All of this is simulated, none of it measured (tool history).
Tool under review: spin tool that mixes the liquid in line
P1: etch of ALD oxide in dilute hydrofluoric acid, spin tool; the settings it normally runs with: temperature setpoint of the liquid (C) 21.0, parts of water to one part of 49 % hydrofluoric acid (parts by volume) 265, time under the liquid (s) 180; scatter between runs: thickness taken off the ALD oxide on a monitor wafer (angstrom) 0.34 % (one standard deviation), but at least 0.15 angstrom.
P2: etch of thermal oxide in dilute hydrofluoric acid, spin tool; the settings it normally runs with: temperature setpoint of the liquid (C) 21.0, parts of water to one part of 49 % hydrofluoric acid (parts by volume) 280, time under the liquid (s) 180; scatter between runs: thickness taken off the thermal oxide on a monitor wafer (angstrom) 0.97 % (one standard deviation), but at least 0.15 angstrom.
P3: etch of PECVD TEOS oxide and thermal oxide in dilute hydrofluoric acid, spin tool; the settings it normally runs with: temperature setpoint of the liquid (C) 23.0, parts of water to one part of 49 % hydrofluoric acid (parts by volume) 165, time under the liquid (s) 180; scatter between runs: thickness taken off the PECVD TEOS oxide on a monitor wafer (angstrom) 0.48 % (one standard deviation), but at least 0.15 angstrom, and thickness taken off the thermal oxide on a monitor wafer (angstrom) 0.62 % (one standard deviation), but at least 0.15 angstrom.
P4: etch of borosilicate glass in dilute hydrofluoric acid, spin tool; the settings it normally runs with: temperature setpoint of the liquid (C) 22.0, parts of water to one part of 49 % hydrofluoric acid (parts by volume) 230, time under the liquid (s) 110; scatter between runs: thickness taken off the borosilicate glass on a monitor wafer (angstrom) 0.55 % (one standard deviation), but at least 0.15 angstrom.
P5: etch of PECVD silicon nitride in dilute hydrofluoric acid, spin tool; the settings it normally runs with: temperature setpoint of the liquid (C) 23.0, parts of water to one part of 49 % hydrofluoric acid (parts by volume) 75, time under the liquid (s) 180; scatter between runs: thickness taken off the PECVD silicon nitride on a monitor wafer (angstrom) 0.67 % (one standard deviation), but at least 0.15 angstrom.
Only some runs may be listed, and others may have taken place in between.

run,hour,process that ran,temperature setpoint of the liquid (C),parts of water to one part of 49 % hydrofluoric acid (parts by volume),time under the liquid (s),thickness taken off the ALD oxide on a monitor wafer (angstrom),thickness taken off the PECVD silicon nitride on a monitor wafer (angstrom),thickness taken off the borosilicate glass on a monitor wafer (angstrom),thickness taken off the PECVD TEOS oxide on a monitor wafer (angstrom),thickness taken off the thermal oxide on a monitor wafer (angstrom)
1,12.5,P1,21.0,265,180,158.020,,,,
2,22.2,P1,21.0,265,290,255.620,,,,
3,35.2,P5,17.0,75,180,,25.200,,,
4,41.0,P4,22.0,405,110,,,47.879,,
5,52.9,P3,17.0,165,180,,,,175.750,35.165
6,59.9,P3,23.0,165,45,,,,55.675,11.066
7,71.2,P2,21.0,280,265,,,,,33.885
8,82.6,P1,21.0,265,180,157.730,,,,
9,90.5,P3,23.0,235,180,,,,143.400,29.183
10,103.7,P4,22.0,230,205,,,185.620,,
# hour 111.5: hydrofluoric acid flow meter replaced
11,115.4,P1,17.5,265,85,65.567,,,,
12,126.8,P2,21.0,280,180,,,,,22.948
13,136.6,P1,21.0,155,180,301.650,,,,
14,142.6,P3,23.0,165,180,,,,220.730,44.698
15,149.8,P1,21.0,265,180,158.400,,,,
16,158.6,P2,21.0,460,180,,,,,11.729
# hour 170.1: thermometer replaced
17,170.5,P1,21.0,265,180,157.200,,,,
18,180.3,P1,17.0,265,180,135.270,,,,
19,186.6,P1,21.0,265,180,157.600,,,,
20,193.3,P1,28.5,265,300,342.750,,,,
21,204.9,P4,22.0,230,110,,,98.847,,
22,218.0,P1,21.0,265,180,158.110,,,,
23,231.0,P4,27.5,230,110,,,122.600,,
24,242.2,P1,21.0,265,180,158.980,,,,
25,248.7,P1,21.0,375,180,101.060,,,,
26,256.6,P5,23.0,75,180,,37.318,,,
27,262.6,P5,23.0,75,180,,38.078,,,
28,273.3,P1,21.0,265,15,13.396,,,,
29,279.2,P1,28.5,265,180,205.160,,,,
30,288.7,P5,23.0,75,285,,60.069,,,
31,301.9,P2,28.0,280,180,,,,,28.684
32,310.2,P5,23.0,125,180,,23.107,,,
33,317.2,P3,23.0,165,180,,,,220.800,44.951
34,324.6,P1,21.0,265,180,157.860,,,,
35,333.9,P1,21.0,265,180,153.660,,,,
36,340.0,P1,21.0,265,180,152.020,,,,
37,350.7,P1,21.0,265,180,149.260,,,,
38,359.4,P1,21.0,265,180,147.240,,,,
39,369.4,P1,21.0,265,180,146.040,,,,
40,378.2,P1,21.0,265,180,145.630,,,,
41,386.5,P1,21.0,265,180,145.360,,,,
42,396.1,P1,21.0,265,180,145.190,,,,
43,408.7,P1,21.0,265,180,143.610,,,,
44,415.6,P1,21.0,265,180,143.540,,,,
45,421.8,P1,21.0,265,180,144.530,,,,

What P1 gives has crept off from where it sat before. The 2 causes that follow fit the log equally well, each at the size noted:
A: hydrofluoric acid flow below the setpoint (%) = 6.81
B: liquid colder than its thermometer reads (K) = 2.38
The gradual shift began around hour 324.6.

Listed below are the offered check runs, one wafer per run, with question marks in place of results. For which of them would the causes give clearly different outcomes?
check 1,428.0,P2,21.0,280,180,,,,,?
check 2,428.0,P3,23.0,165,180,,,,?,?
check 3,428.0,P4,22.0,230,110,,,?,,
check 4,428.0,P5,23.0,75,180,,?,,,

How each check would come out, cause by cause:
check,result,if A,if B
check 1,thickness taken off the thermal oxide on a monitor wafer (angstrom),20.799,20.826
check 2,thickness taken off the PECVD TEOS oxide on a monitor wafer (angstrom),203.060,201.350
check 2,thickness taken off the thermal oxide on a monitor wafer (angstrom),41.022,40.676
check 3,thickness taken off the borosilicate glass on a monitor wafer (angstrom),91.390,91.175
check 4,thickness taken off the PECVD silicon nitride on a monitor wafer (angstrom),35.455,32.337
Distance between the nearest two causes, measured in the result of the check that separates them most: check 1 0.13 %; check 2 0.85 %; check 3 0.24 %; check 4 9.21 %
Only check 4 tells the causes apart: in the others they would give nearly the same result.

Running check 4 produced the following: thickness taken off the PECVD silicon nitride on a monitor wafer (angstrom) 32.944. Which one of the listed causes fits?

The correct cause is B, namely: liquid colder than its thermometer reads (K).
